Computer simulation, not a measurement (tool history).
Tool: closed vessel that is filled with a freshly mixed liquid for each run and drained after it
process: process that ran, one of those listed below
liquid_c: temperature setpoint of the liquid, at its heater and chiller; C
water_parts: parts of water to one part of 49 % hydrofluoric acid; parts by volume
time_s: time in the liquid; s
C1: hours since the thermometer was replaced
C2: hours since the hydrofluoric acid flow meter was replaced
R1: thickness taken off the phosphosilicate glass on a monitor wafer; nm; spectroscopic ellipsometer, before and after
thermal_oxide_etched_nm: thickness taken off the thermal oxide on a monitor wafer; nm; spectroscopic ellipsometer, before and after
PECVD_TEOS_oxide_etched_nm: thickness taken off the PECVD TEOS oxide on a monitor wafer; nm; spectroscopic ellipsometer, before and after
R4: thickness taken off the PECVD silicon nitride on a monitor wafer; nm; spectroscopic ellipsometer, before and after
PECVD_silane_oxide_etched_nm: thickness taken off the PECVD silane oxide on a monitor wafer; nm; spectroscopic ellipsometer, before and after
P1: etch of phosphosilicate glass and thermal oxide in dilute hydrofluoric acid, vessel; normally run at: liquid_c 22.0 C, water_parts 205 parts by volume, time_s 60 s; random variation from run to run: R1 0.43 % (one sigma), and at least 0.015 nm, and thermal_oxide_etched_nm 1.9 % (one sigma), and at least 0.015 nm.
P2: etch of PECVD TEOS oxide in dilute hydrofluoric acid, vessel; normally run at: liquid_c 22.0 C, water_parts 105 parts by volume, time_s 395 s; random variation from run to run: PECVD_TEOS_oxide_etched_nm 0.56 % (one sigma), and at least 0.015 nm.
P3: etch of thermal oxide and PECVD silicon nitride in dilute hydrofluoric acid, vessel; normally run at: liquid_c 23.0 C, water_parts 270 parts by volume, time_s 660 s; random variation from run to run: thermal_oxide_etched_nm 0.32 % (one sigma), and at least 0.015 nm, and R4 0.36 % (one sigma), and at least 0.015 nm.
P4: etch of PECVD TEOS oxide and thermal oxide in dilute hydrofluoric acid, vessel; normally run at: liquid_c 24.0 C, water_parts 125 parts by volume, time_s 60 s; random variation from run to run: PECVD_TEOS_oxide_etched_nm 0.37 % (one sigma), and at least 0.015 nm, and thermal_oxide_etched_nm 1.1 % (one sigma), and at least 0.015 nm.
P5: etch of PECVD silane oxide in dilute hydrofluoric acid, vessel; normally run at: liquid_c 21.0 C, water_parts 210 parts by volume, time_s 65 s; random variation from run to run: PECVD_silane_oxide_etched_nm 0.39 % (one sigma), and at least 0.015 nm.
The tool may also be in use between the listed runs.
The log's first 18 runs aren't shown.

{"run": 19, "hour": 186.4, "process": "P5", "liquid_c": 21.0, "water_parts": 60, "time_s": 65, "C1": 1082.2, "C2": 1035.1, "PECVD_silane_oxide_etched_nm": 44.995}
{"run": 20, "hour": 192.9, "process": "P4", "liquid_c": 28.5, "water_parts": 125, "time_s": 60, "C1": 1088.7, "C2": 1041.6, "thermal_oxide_etched_nm": 2.6259, "PECVD_TEOS_oxide_etched_nm": 14.961}
{"run": 21, "hour": 203.4, "process": "P1", "liquid_c": 17.5, "water_parts": 310, "time_s": 60, "C1": 1099.2, "C2": 1052.1, "R1": 16.486, "thermal_oxide_etched_nm": 0.59207}
{"run": 22, "hour": 213.0, "process": "P1", "liquid_c": 22.0, "water_parts": 205, "time_s": 30, "C1": 1108.8, "C2": 1061.7, "R1": 16.045, "thermal_oxide_etched_nm": 0.57646}
{"run": 23, "hour": 226.6, "process": "P4", "liquid_c": 24.0, "water_parts": 125, "time_s": 110, "C1": 1122.4, "C2": 1075.3, "thermal_oxide_etched_nm": 4.0467, "PECVD_TEOS_oxide_etched_nm": 23.169}
{"run": 24, "hour": 239.8, "process": "P1", "liquid_c": 27.0, "water_parts": 205, "time_s": 60, "C1": 1135.6, "C2": 1088.5, "R1": 38.967, "thermal_oxide_etched_nm": 1.3763}
{"run": 25, "hour": 247.8, "process": "P1", "liquid_c": 17.0, "water_parts": 205, "time_s": 60, "C1": 1143.6, "C2": 1096.5, "R1": 26.679, "thermal_oxide_etched_nm": 0.93613}
{"run": 26, "hour": 254.7, "process": "P1", "liquid_c": 22.0, "water_parts": 130, "time_s": 60, "C1": 1150.5, "C2": 1103.4, "R1": 55.461, "thermal_oxide_etched_nm": 1.9113}
{"run": 27, "hour": 266.6, "process": "P2", "liquid_c": 22.0, "water_parts": 150, "time_s": 395, "C1": 1162.4, "C2": 1115.3, "PECVD_TEOS_oxide_etched_nm": 19.611}
{"run": 28, "hour": 279.3, "process": "P3", "liquid_c": 23.0, "water_parts": 270, "time_s": 165, "C1": 1175.1, "C2": 1128.0, "thermal_oxide_etched_nm": 2.3583, "R4": 3.2805}
{"run": 29, "hour": 289.9, "process": "P1", "liquid_c": 22.0, "water_parts": 205, "time_s": 60, "C1": 1185.7, "C2": 1138.6, "R1": 32.357, "thermal_oxide_etched_nm": 1.1536}
{"run": 30, "hour": 301.3, "process": "P4", "liquid_c": 24.0, "water_parts": 125, "time_s": 60, "C1": 1197.1, "C2": 1150.0, "thermal_oxide_etched_nm": 2.2195, "PECVD_TEOS_oxide_etched_nm": 12.71}
{"run": 31, "hour": 311.2, "process": "P1", "liquid_c": 22.0, "water_parts": 205, "time_s": 60, "C1": 1207.0, "C2": 1159.9, "R1": 32.288, "thermal_oxide_etched_nm": 1.1253}
{"run": 32, "hour": 323.3, "process": "P1", "liquid_c": 22.0, "water_parts": 205, "time_s": 90, "C1": 1219.1, "C2": 1172.0, "R1": 48.445, "thermal_oxide_etched_nm": 1.7598}
{"run": 33, "hour": 332.4, "process": "P5", "liquid_c": 21.0, "water_parts": 210, "time_s": 65, "C1": 1228.2, "C2": 1181.1, "PECVD_silane_oxide_etched_nm": 10.933}
{"run": 34, "hour": 344.1, "process": "P1", "liquid_c": 22.0, "water_parts": 205, "time_s": 60, "C1": 1239.9, "C2": 1192.8, "R1": 32.132, "thermal_oxide_etched_nm": 1.1216}
{"run": 35, "hour": 357.5, "process": "P1", "liquid_c": 22.0, "water_parts": 205, "time_s": 60, "C1": 1253.3, "C2": 1206.2, "R1": 31.419, "thermal_oxide_etched_nm": 1.1118}
{"run": 36, "hour": 369.6, "process": "P1", "liquid_c": 22.0, "water_parts": 205, "time_s": 60, "C1": 1265.4, "C2": 1218.3, "R1": 30.854, "thermal_oxide_etched_nm": 1.1022}
{"run": 37, "hour": 381.1, "process": "P1", "liquid_c": 22.0, "water_parts": 205, "time_s": 60, "C1": 1276.9, "C2": 1229.8, "R1": 30.099, "thermal_oxide_etched_nm": 1.1027}
{"run": 38, "hour": 387.4, "process": "P1", "liquid_c": 22.0, "water_parts": 205, "time_s": 60, "C1": 1283.2, "C2": 1236.1, "R1": 30.134, "thermal_oxide_etched_nm": 1.0958}
{"run": 39, "hour": 399.6, "process": "P1", "liquid_c": 22.0, "water_parts": 205, "time_s": 60, "C1": 1295.4, "C2": 1248.3, "R1": 30.023, "thermal_oxide_etched_nm": 1.0165}
{"run": 40, "hour": 410.6, "process": "P1", "liquid_c": 22.0, "water_parts": 205, "time_s": 60, "C1": 1306.4, "C2": 1259.3, "R1": 29.922, "thermal_oxide_etched_nm": 1.0728}
{"run": 41, "hour": 417.4, "process": "P1", "liquid_c": 22.0, "water_parts": 205, "time_s": 60, "C1": 1313.2, "C2": 1266.1, "R1": 29.701, "thermal_oxide_etched_nm": 1.0683}
{"run": 42, "hour": 430.9, "process": "P1", "liquid_c": 22.0, "water_parts": 205, "time_s": 60, "C1": 1326.7, "C2": 1279.6, "R1": 29.698, "thermal_oxide_etched_nm": 1.0583}

The next listed run, before its measurement:
{"run": 43, "hour": 440.7, "process": "P1", "liquid_c": 22.0, "water_parts": 205, "time_s": 60, "C1": 1336.5, "C2": 1289.4, "R1": "?", "thermal_oxide_etched_nm": "?"}

R1: 29.762 nm
thermal_oxide_etched_nm: 1.01300 nm
